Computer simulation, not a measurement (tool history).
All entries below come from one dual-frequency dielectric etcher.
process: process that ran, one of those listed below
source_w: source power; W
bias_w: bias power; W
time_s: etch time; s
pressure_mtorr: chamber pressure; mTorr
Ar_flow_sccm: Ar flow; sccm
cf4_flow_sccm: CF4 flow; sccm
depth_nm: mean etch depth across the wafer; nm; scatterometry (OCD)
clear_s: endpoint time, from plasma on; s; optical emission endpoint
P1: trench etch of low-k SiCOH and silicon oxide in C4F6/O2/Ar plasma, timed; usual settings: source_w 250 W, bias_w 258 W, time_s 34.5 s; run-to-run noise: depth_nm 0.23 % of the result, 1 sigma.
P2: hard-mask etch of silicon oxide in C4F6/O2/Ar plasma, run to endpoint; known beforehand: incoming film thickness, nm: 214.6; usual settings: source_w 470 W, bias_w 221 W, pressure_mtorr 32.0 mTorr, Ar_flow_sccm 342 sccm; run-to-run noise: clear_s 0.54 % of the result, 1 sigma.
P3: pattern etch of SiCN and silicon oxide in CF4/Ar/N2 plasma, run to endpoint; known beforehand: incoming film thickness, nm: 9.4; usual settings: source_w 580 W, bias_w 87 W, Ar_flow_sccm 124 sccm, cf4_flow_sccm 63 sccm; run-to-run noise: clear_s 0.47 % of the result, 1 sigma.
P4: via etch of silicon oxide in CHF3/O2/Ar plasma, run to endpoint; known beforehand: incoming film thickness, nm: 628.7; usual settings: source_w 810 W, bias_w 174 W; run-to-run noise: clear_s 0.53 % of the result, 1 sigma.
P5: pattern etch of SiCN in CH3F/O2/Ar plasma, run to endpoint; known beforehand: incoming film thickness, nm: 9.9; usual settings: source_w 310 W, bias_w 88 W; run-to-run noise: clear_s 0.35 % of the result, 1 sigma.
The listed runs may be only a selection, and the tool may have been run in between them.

{"run": 1, "hour": 10.4, "process": "P1", "source_w": 250, "bias_w": 258, "time_s": 34.5, "depth_nm": 103.52}
{"run": 2, "hour": 17.8, "process": "P2", "source_w": 470, "bias_w": 221, "pressure_mtorr": 32.0, "Ar_flow_sccm": 214, "clear_s": 58.894}
{"run": 3, "hour": 27.6, "process": "P4", "source_w": 1080, "bias_w": 174, "clear_s": 251.1}
{"run": 4, "hour": 37.9, "process": "P1", "source_w": 250, "bias_w": 317, "time_s": 34.5, "depth_nm": 111.72}
{"run": 5, "hour": 44.6, "process": "P1", "source_w": 340, "bias_w": 258, "time_s": 34.5, "depth_nm": 116.58}
{"run": 6, "hour": 55.5, "process": "P5", "source_w": 310, "bias_w": 88, "clear_s": 27.096}
{"run": 7, "hour": 61.9, "process": "P1", "source_w": 250, "bias_w": 258, "time_s": 34.5, "depth_nm": 103.9}
{"run": 8, "hour": 74.4, "process": "P1", "source_w": 250, "bias_w": 258, "time_s": 34.5, "depth_nm": 104.09}
{"run": 9, "hour": 88.1, "process": "P1", "source_w": 250, "bias_w": 258, "time_s": 51.5, "depth_nm": 155.17}
{"run": 10, "hour": 94.6, "process": "P5", "source_w": 200, "bias_w": 88, "clear_s": 31.786}
{"run": 11, "hour": 108.4, "process": "P1", "source_w": 250, "bias_w": 204, "time_s": 42.5, "depth_nm": 118.37}
{"run": 12, "hour": 114.3, "process": "P2", "source_w": 470, "bias_w": 297, "pressure_mtorr": 32.0, "Ar_flow_sccm": 342, "clear_s": 56.299}
{"run": 13, "hour": 127.4, "process": "P3", "source_w": 580, "bias_w": 87, "Ar_flow_sccm": 124, "cf4_flow_sccm": 41, "clear_s": 9.4152}
{"run": 14, "hour": 139.3, "process": "P1", "source_w": 250, "bias_w": 258, "time_s": 34.5, "depth_nm": 104.1}
{"run": 15, "hour": 150.4, "process": "P3", "source_w": 580, "bias_w": 87, "Ar_flow_sccm": 166, "cf4_flow_sccm": 63, "clear_s": 9.2303}
{"run": 16, "hour": 157.7, "process": "P1", "source_w": 250, "bias_w": 258, "time_s": 34.5, "depth_nm": 103.79}
{"run": 17, "hour": 167.8, "process": "P3", "source_w": 580, "bias_w": 87, "Ar_flow_sccm": 124, "cf4_flow_sccm": 63, "clear_s": 8.8513}
{"run": 18, "hour": 179.9, "process": "P4", "source_w": 810, "bias_w": 174, "clear_s": 279.92}
{"run": 19, "hour": 187.8, "process": "P5", "source_w": 310, "bias_w": 114, "clear_s": 24.438}
{"run": 20, "hour": 200.2, "process": "P1", "source_w": 180, "bias_w": 258, "time_s": 34.5, "depth_nm": 91.914}
{"run": 21, "hour": 208.8, "process": "P2", "source_w": 470, "bias_w": 221, "pressure_mtorr": 32.0, "Ar_flow_sccm": 342, "clear_s": 62.246}
{"run": 22, "hour": 222.6, "process": "P2", "source_w": 470, "bias_w": 221, "pressure_mtorr": 44.5, "Ar_flow_sccm": 342, "clear_s": 64.615}
{"run": 23, "hour": 233.0, "process": "P1", "source_w": 250, "bias_w": 258, "time_s": 34.5, "depth_nm": 104.02}

What does the tool deliver on the next run?
{"run": 24, "hour": 239.4, "process": "P1", "source_w": 250, "bias_w": 187, "time_s": 34.5, "depth_nm": "?"}

{"run 24": {"depth_nm": 93.468}}

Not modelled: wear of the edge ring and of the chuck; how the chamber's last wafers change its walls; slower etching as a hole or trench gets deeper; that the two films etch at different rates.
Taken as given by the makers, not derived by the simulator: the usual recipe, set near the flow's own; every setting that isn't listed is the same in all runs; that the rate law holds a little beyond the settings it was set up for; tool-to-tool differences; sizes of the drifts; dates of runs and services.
